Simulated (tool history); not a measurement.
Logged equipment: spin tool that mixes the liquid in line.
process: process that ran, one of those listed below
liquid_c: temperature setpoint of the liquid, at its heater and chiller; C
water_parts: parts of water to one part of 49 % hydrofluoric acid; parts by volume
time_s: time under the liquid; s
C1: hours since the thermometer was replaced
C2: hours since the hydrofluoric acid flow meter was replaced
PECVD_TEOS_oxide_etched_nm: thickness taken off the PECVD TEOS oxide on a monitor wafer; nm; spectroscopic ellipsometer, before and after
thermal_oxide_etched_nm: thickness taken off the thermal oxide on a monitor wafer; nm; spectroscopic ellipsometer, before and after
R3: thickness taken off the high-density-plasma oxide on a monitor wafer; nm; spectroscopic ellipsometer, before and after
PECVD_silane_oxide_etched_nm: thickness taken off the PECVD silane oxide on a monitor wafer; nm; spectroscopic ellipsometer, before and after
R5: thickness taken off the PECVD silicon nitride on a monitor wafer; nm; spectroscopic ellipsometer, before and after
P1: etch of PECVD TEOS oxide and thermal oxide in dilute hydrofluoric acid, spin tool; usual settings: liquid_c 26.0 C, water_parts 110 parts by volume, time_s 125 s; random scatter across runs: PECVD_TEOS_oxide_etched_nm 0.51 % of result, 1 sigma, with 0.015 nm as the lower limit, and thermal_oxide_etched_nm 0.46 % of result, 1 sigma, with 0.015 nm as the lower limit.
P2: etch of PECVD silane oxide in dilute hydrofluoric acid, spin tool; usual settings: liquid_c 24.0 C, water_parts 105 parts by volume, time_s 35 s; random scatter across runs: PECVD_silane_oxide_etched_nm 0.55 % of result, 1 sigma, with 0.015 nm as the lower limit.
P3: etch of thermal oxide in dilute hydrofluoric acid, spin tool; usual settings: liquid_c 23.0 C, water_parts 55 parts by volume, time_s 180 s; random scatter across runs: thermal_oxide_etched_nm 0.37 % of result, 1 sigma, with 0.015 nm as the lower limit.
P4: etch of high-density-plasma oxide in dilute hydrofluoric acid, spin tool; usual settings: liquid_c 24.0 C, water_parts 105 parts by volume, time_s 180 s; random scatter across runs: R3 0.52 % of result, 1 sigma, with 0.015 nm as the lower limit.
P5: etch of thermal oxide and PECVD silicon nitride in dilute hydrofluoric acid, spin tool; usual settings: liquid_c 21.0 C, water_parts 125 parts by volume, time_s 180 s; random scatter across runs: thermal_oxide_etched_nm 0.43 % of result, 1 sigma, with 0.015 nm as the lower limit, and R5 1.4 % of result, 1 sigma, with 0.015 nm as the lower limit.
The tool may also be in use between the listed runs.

Run 1, hour 11.6: process P1, liquid_c 26.0 C, water_parts 110 parts by volume, time_s 125 s; C1 547.4; C2 633.5. Result: PECVD_TEOS_oxide_etched_nm 23.8640 nm, thermal_oxide_etched_nm 5.8853 nm.
Run 2, hour 21.3: process P4, liquid_c 24.0 C, water_parts 105 parts by volume, time_s 180 s; C1 557.1; C2 643.2. Result: R3 8.6415 nm.
Run 3, hour 28.5: process P2, liquid_c 24.0 C, water_parts 105 parts by volume, time_s 35 s; C1 564.3; C2 650.4. Result: PECVD_silane_oxide_etched_nm 14.6010 nm.
At hour 37.1: thermometer replaced.
Run 4, hour 37.3: process P1, liquid_c 26.0 C, water_parts 110 parts by volume, time_s 35 s; C1 0.3; C2 659.2. Result: PECVD_TEOS_oxide_etched_nm 6.6785 nm, thermal_oxide_etched_nm 1.6576 nm.
Run 5, hour 46.7: process P1, liquid_c 26.0 C, water_parts 110 parts by volume, time_s 125 s; C1 9.7; C2 668.6. Result: PECVD_TEOS_oxide_etched_nm 23.8490 nm, thermal_oxide_etched_nm 5.8203 nm.
Run 6, hour 57.0: process P5, liquid_c 21.0 C, water_parts 125 parts by volume, time_s 180 s; C1 20.0; C2 678.9. Result: thermal_oxide_etched_nm 5.7630 nm, R5 2.0215 nm.
Run 7, hour 67.6: process P4, liquid_c 24.0 C, water_parts 105 parts by volume, time_s 315 s; C1 30.6; C2 689.5. Result: R3 15.1670 nm.
Run 8, hour 77.9: process P2, liquid_c 20.0 C, water_parts 105 parts by volume, time_s 35 s; C1 40.9; C2 699.8. Result: PECVD_silane_oxide_etched_nm 12.5200 nm.
Run 9, hour 89.6: process P3, liquid_c 23.0 C, water_parts 55 parts by volume, time_s 45 s; C1 52.6; C2 711.5. Result: thermal_oxide_etched_nm 4.0143 nm.
Run 10, hour 101.9: process P1, liquid_c 26.0 C, water_parts 110 parts by volume, time_s 125 s; C1 64.9; C2 723.8. Result: PECVD_TEOS_oxide_etched_nm 23.7560 nm, thermal_oxide_etched_nm 5.9192 nm.
Run 11, hour 112.6: process P3, liquid_c 30.5 C, water_parts 55 parts by volume, time_s 180 s; C1 75.6; C2 734.5. Result: thermal_oxide_etched_nm 21.7320 nm.
Run 12, hour 123.8: process P4, liquid_c 24.0 C, water_parts 70 parts by volume, time_s 180 s; C1 86.8; C2 745.7. Result: R3 13.4050 nm.
Run 13, hour 135.1: process P3, liquid_c 23.0 C, water_parts 55 parts by volume, time_s 180 s; C1 98.1; C2 757.0. Result: thermal_oxide_etched_nm 16.0350 nm.
Run 14, hour 143.8: process P5, liquid_c 21.0 C, water_parts 55 parts by volume, time_s 180 s; C1 106.8; C2 765.7. Result: thermal_oxide_etched_nm 14.3080 nm, R5 4.5157 nm.
Run 15, hour 152.9: process P1, liquid_c 26.0 C, water_parts 30 parts by volume, time_s 125 s; C1 115.9; C2 774.8. Result: PECVD_TEOS_oxide_etched_nm 98.0390 nm, thermal_oxide_etched_nm 24.0570 nm.
Run 16, hour 164.2: process P5, liquid_c 21.0 C, water_parts 125 parts by volume, time_s 345 s; C1 127.2; C2 786.1. Result: thermal_oxide_etched_nm 11.0960 nm, R5 3.8838 nm.
Run 17, hour 170.5: process P1, liquid_c 19.0 C, water_parts 110 parts by volume, time_s 125 s; C1 133.5; C2 792.4. Result: PECVD_TEOS_oxide_etched_nm 17.9850 nm, thermal_oxide_etched_nm 4.4286 nm.
Run 18, hour 180.2: process P1, liquid_c 31.5 C, water_parts 110 parts by volume, time_s 125 s; C1 143.2; C2 802.1. Result: PECVD_TEOS_oxide_etched_nm 29.6580 nm, thermal_oxide_etched_nm 7.2482 nm.
Run 19, hour 191.5: process P4, liquid_c 31.5 C, water_parts 105 parts by volume, time_s 180 s; C1 154.5; C2 813.4. Result: R3 11.5100 nm.
Run 20, hour 201.3: process P5, liquid_c 21.0 C, water_parts 125 parts by volume, time_s 180 s; C1 164.3; C2 823.2. Result: thermal_oxide_etched_nm 5.7653 nm, R5 2.0202 nm.
Run 21, hour 207.6: process P1, liquid_c 26.0 C, water_parts 110 parts by volume, time_s 245 s; C1 170.6; C2 829.5. Result: PECVD_TEOS_oxide_etched_nm 46.6520 nm, thermal_oxide_etched_nm 11.5060 nm.
Run 22, hour 214.3: process P5, liquid_c 26.5 C, water_parts 125 parts by volume, time_s 180 s; C1 177.3; C2 836.2. Result: thermal_oxide_etched_nm 7.1367 nm, R5 2.8721 nm.
Run 23, hour 222.4: process P3, liquid_c 23.0 C, water_parts 90 parts by volume, time_s 180 s; C1 185.4; C2 844.3. Result: thermal_oxide_etched_nm 9.3511 nm.
Run 24, hour 235.2: process P1, liquid_c 29.5 C, water_parts 150 parts by volume, time_s 125 s; C1 198.2; C2 857.1. Result: PECVD_TEOS_oxide_etched_nm 18.9360 nm, thermal_oxide_etched_nm 4.6573 nm.
Run 25, hour 242.6: process P3, liquid_c 23.0 C, water_parts 55 parts by volume, time_s 180 s; C1 205.6; C2 864.5. Result: thermal_oxide_etched_nm 16.0190 nm.
Run 26, hour 249.9: process P1, liquid_c 26.0 C, water_parts 110 parts by volume, time_s 125 s; C1 212.9; C2 871.8. Result: PECVD_TEOS_oxide_etched_nm 24.0100 nm, thermal_oxide_etched_nm 5.9373 nm.
Run 27, hour 260.0: process P1, liquid_c 26.0 C, water_parts 110 parts by volume, time_s 125 s; C1 223.0; C2 881.9. Result: PECVD_TEOS_oxide_etched_nm 23.9310 nm, thermal_oxide_etched_nm 5.9236 nm.
Run 28, hour 272.1: process P2, liquid_c 24.0 C, water_parts 105 parts by volume, time_s 50 s; C1 235.1; C2 894.0. Result: PECVD_silane_oxide_etched_nm 20.9160 nm.
Run 29, hour 284.8: process P1, liquid_c 26.0 C, water_parts 190 parts by volume, time_s 125 s; C1 247.8; C2 906.7. Result: PECVD_TEOS_oxide_etched_nm 12.4920 nm, thermal_oxide_etched_nm 3.1251 nm.
Run 30, hour 295.6: process P2, liquid_c 24.0 C, water_parts 175 parts by volume, time_s 35 s; C1 258.6; C2 917.5. Result: PECVD_silane_oxide_etched_nm 8.0645 nm.
Run 31, hour 306.1: process P2, liquid_c 24.0 C, water_parts 105 parts by volume, time_s 35 s; C1 269.1; C2 928.0. Result: PECVD_silane_oxide_etched_nm 14.6180 nm.
Run 32, hour 312.5: process P1, liquid_c 26.0 C, water_parts 110 parts by volume, time_s 125 s; C1 275.5; C2 934.4. Result: PECVD_TEOS_oxide_etched_nm 24.0210 nm, thermal_oxide_etched_nm 5.8416 nm.
Run 33, hour 321.1: process P1, liquid_c 26.0 C, water_parts 110 parts by volume, time_s 125 s; C1 284.1; C2 943.0. Result: PECVD_TEOS_oxide_etched_nm 24.6020 nm, thermal_oxide_etched_nm 6.0580 nm.
Run 34, hour 328.2: process P1, liquid_c 26.0 C, water_parts 110 parts by volume, time_s 125 s; C1 291.2; C2 950.1. Result: PECVD_TEOS_oxide_etched_nm 25.3380 nm, thermal_oxide_etched_nm 6.2204 nm.
Run 35, hour 340.8: process P1, liquid_c 26.0 C, water_parts 110 parts by volume, time_s 125 s; C1 303.8; C2 962.7. Result: PECVD_TEOS_oxide_etched_nm 25.3630 nm, thermal_oxide_etched_nm 6.3008 nm.
Run 36, hour 346.8: process P1, liquid_c 26.0 C, water_parts 110 parts by volume, time_s 125 s; C1 309.8; C2 968.7. Result: PECVD_TEOS_oxide_etched_nm 25.7120 nm, thermal_oxide_etched_nm 6.3006 nm.
Run 37, hour 359.9: process P1, liquid_c 26.0 C, water_parts 110 parts by volume, time_s 125 s; C1 322.9; C2 981.8. Result: PECVD_TEOS_oxide_etched_nm 25.9600 nm, thermal_oxide_etched_nm 6.3367 nm.
Run 38, hour 367.7: process P1, liquid_c 26.0 C, water_parts 110 parts by volume, time_s 125 s; C1 330.7; C2 989.6. Result: PECVD_TEOS_oxide_etched_nm 25.8890 nm, thermal_oxide_etched_nm 6.4054 nm.
Run 39, hour 381.0: process P1, liquid_c 26.0 C, water_parts 110 parts by volume, time_s 125 s; C1 344.0; C2 1002.9. Result: PECVD_TEOS_oxide_etched_nm 26.0230 nm, thermal_oxide_etched_nm 6.3950 nm.

What P1 gives has crept away from where it was. These 2 causes fit the log equally well, each at the size given:
A: hydrofluoric acid flow above the setpoint (%) = 7.52
B: liquid hotter than its thermometer reads (K) = 2.16
The creep began at about hour 312.5.

The 4 check runs listed below each average the results of 2 wafers, and their outcomes are marked with question marks. Under which run would the listed causes produce clearly different results?
Run check 1, hour 394.3: process P3, liquid_c 27.5 C, water_parts 70 parts by volume, time_s 180 s. Result: thermal_oxide_etched_nm ?.
Run check 2, hour 394.3: process P2, liquid_c 24.0 C, water_parts 175 parts by volume, time_s 35 s. Result: PECVD_silane_oxide_etched_nm ?.
Run check 3, hour 394.3: process P4, liquid_c 30.5 C, water_parts 105 parts by volume, time_s 180 s. Result: R3 ?.
Run check 4, hour 394.3: process P5, liquid_c 21.0 C, water_parts 85 parts by volume, time_s 180 s. Result: thermal_oxide_etched_nm ?, R5 ?.

What each check would give under each cause:
  check                        result     if A     if B
check 1       thermal_oxide_etched_nm  15.9670  16.0430
check 2  PECVD_silane_oxide_etched_nm   8.8115   8.7595
check 3                            R3  12.0260  11.9840
check 4       thermal_oxide_etched_nm   9.6666   9.7497
check 4                            R5   3.1972   3.4449
Separation of the two closest causes in each check, using whichever result separates them best: check 1 0.47 %; check 2 0.59 %; check 3 0.35 %; check 4 7.46 %
Only check 4 tells the causes apart: in the others they would give nearly the same result.

Check 4 has now been run. It gave: thermal_oxide_etched_nm 9.8194 nm; R5 3.4302 nm. Which of the candidate causes is it?

It was cause B: liquid hotter than its thermometer reads (K).

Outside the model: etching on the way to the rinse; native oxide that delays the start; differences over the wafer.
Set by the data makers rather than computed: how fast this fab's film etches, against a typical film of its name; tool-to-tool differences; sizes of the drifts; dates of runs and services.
